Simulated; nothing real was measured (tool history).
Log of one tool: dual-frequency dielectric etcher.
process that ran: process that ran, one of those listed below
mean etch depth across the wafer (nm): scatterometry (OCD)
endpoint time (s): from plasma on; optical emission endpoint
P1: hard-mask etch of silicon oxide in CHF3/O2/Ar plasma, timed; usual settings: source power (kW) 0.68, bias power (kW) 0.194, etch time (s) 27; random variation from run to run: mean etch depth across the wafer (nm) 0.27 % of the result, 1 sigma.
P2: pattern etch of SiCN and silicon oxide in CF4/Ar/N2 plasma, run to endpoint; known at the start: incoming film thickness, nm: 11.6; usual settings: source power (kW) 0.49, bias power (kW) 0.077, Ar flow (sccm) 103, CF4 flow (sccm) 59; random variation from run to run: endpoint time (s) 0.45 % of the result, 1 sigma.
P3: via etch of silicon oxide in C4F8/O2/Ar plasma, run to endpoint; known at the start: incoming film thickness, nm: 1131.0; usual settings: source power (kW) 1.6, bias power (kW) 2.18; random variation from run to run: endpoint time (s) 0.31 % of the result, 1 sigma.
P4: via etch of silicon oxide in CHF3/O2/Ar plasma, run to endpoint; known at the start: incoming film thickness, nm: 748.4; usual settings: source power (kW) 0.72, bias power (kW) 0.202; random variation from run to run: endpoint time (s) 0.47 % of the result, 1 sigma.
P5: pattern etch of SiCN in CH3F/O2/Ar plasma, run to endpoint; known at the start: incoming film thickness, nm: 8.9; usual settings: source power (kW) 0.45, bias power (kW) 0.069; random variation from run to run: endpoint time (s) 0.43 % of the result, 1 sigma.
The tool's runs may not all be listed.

run   hour  process that ran  source power (kW)  bias power (kW)  etch time (s)  Ar flow (sccm)  CF4 flow (sccm)  mean etch depth across the wafer (nm)  endpoint time (s)
  1    2.7                P1               0.68            0.194             27                                                                  57.119
  2    5.9                P4               0.72            0.255                                                                                                    305.92
  3    8.6                P1               0.68            0.144           18.5                                                                  35.575
  4     11                P3                1.6            1.621                                                                                                    253.19
  5   13.3                P2               0.49            0.077                            103               59                                                    12.394
  6   16.4                P5               0.63            0.069                                                                                                    19.517
  7   20.1                P2               0.49            0.077                            103               59                                                    12.368
  8   24.1                P5               0.45            0.096                                                                                                     19.81
  9   26.2                P1               0.79             0.26             27                                                                  67.392
 10   29.9                P2               0.59            0.077                            103               59                                                    10.432
 11     34                P2               0.49            0.077                            103               39                                                    13.264
 12   38.1                P1               0.68            0.194             15                                                                   31.86
 13   41.6                P4               0.43            0.202                                                                                                    401.32
 14   44.7                P2               0.49            0.056                            103               59                                                    13.715
 15     47                P1               0.68            0.194             27                                                                  57.245
 16     49                P1               0.81            0.194           17.5                                                                  39.623
 17   51.2                P5               0.45            0.069                                                                                                    22.413
 18   54.1                P3                1.6             2.18                                                                                                    233.72
 19   57.8                P1               0.68            0.194             27                                                                  57.531
 20     62                P4               0.72            0.202                                                                                                    331.31
 21   65.2                P4               0.72            0.202                                                                                                    330.56
 22   68.5                P1               0.68            0.135             27                                                                  50.764
 23   71.2                P2               0.49            0.077                             73               59                                                    11.798
 24   74.3                P3                1.6             2.18                                                                                                    233.49
 25   78.1                P1               0.68            0.246             27                                                                  62.387
 26   81.9                P1               0.81            0.194             27                                                                  61.229
 27   85.9                P3                1.1             2.18                                                                                                    270.74
 28   88.2                P1               0.68            0.194           33.5                                                                  70.877
 29   90.3                P1               0.68            0.194             27                                                                  57.251
 30     93                P1               0.68            0.194             27                                                                  57.029
 31   96.1                P1               0.45            0.194             27                                                                  49.133
 32   99.1                P1               0.68            0.194             27                                                                   57.47
 33  101.7                P1               0.68            0.194             27                                                                  57.402
 34  105.1                P1               0.68            0.194             27                                                                  57.963
 35  108.4                P1               0.68            0.194             27                                                                  58.013
 36  111.6                P1               0.68            0.194             27                                                                  58.074
     112.7  -- wet clean of the chamber
 37  115.8                P1               0.68            0.194             27                                                                  58.032
 38  119.5                P1               0.68            0.194             27                                                                  58.016
 39  122.8                P1               0.68            0.194             27                                                                  58.111
 40  125.6                P1               0.68            0.194             27                                                                  58.234
 41  128.8                P1               0.68            0.194             27                                                                  58.163
 42  133.1                P1               0.68            0.194             27                                                                  58.393

What P1 gives has crept away from where it was. These 2 causes fit the log equally well, each at the size given:
A: bias power that arrives over what is set, % = 4.84
B: source power that arrives over what is set, % = 4.29
The creep began at about hour 99.1.
Why every other cause is out:
chamber walls in a state that raises the etch rate, %: serviced at hour 112.7, which brought nothing back

4 check runs are offered, each on 3 wafers whose results are averaged, their results left as question marks. Which one tells the causes apart?
check 1  137.4                P2               0.49             0.06                            103               49                                                         ?
check 2  137.4                P5               0.62            0.069                                                                                                         ?
check 3  137.4                P4                0.5            0.202                                                                                                         ?
check 4  137.4                P3                1.6            1.669                                                                                                         ?

What each check would give under each cause:
  check             result    if A    if B
check 1  endpoint time (s)  13.702  13.422
check 2  endpoint time (s)  19.403  19.404
check 3  endpoint time (s)  373.19  373.42
check 4  endpoint time (s)  248.46  247.57
How far apart the two closest causes lie, in the result that separates them most: check 1 2.07 %; check 2 0.01 %; check 3 0.06 %; check 4 0.36 %
Check 1 tells the causes apart: in the others they would give nearly the same result.

Check 1 was then run and gave: endpoint time (s) 13.693. Which cause is it?

It is A: bias power that arrives over what is set, %.

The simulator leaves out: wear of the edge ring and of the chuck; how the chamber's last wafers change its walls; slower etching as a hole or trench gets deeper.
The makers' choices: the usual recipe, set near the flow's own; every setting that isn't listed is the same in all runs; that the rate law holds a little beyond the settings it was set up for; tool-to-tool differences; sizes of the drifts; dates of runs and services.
